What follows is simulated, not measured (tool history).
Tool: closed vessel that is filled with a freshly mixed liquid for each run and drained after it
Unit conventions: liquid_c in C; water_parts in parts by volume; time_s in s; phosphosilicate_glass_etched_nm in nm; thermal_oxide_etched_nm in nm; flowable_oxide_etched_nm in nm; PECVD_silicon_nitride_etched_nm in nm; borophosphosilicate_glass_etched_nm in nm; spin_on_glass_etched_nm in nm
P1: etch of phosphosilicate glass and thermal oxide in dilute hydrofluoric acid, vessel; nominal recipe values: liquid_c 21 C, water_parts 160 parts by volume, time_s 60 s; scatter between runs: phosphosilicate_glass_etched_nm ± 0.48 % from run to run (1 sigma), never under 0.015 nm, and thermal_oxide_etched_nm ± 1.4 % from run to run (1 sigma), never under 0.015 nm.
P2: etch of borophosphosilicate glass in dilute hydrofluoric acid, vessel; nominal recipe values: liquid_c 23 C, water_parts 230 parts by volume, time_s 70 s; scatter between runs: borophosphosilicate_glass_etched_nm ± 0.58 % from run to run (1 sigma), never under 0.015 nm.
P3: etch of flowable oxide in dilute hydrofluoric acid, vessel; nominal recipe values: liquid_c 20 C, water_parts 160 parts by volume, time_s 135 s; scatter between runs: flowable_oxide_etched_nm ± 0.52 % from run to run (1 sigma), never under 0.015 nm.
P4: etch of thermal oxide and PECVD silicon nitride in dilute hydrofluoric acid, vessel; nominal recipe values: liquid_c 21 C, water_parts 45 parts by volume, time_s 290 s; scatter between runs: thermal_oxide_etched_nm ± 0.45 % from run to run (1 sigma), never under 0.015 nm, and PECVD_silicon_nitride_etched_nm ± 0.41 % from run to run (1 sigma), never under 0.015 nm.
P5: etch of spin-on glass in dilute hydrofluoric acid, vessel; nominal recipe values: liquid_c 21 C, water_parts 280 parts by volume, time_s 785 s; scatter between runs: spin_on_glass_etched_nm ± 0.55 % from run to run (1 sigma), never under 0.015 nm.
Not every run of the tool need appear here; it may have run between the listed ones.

run,hour,process,liquid_c,water_parts,time_s,hours since the thermometer was replaced,hours since the hydrofluoric acid flow meter was replaced,phosphosilicate_glass_etched_nm,thermal_oxide_etched_nm,flowable_oxide_etched_nm,PECVD_silicon_nitride_etched_nm,borophosphosilicate_glass_etched_nm,spin_on_glass_etched_nm
1,9.7,P1,21,160,60,248.1,500.6,61.602,1.4382,,,,
2,22.1,P1,21,160,60,260.5,513,61.565,1.4142,,,,
3,29.6,P3,20,65,135,268,520.5,,,81.186,,,
4,38.4,P4,27.5,45,290,276.8,529.3,,36.129,,40.103,,
5,44.7,P4,21,45,290,283.1,535.6,,27.76,,25.503,,
6,55.1,P2,23,230,70,293.5,546,,,,,8.8714,
7,66.7,P5,21,280,1560,305.1,557.6,,,,,,115.58
8,72.9,P3,20,160,30,311.3,563.8,,,6.6051,,,
9,79.2,P1,24.5,160,60,317.6,570.1,70.472,1.5895,,,,
10,87.6,P5,21,280,785,326,578.5,,,,,,58.795
11,95.6,P4,21,45,290,334,586.5,,27.448,,25.664,,
12,104.5,P2,23,55,70,342.9,595.4,,,,,45.097,
13,110.9,P1,21,160,35,349.3,601.8,36.07,0.79959,,,,
14,122.9,P5,17,280,785,361.3,613.8,,,,,,50.895
15,134.7,P1,21,160,60,373.1,625.6,62.025,1.4423,,,,
16,145.3,P1,21,60,60,383.7,636.2,184.55,4.1789,,,,
17,151.4,P4,21,45,565,389.8,642.3,,53.854,,50.226,,
18,160.9,P3,27,160,135,399.3,651.8,,,38.926,,,
19,173.3,P5,21,280,785,411.7,664.2,,,,,,58.173

What does the tool deliver on the next run?
20,180.4,P1,27,60,60,418.8,671.3,?,?,,,,

phosphosilicate_glass_etched_nm: 236.61 nm
thermal_oxide_etched_nm: 5.5132 nm
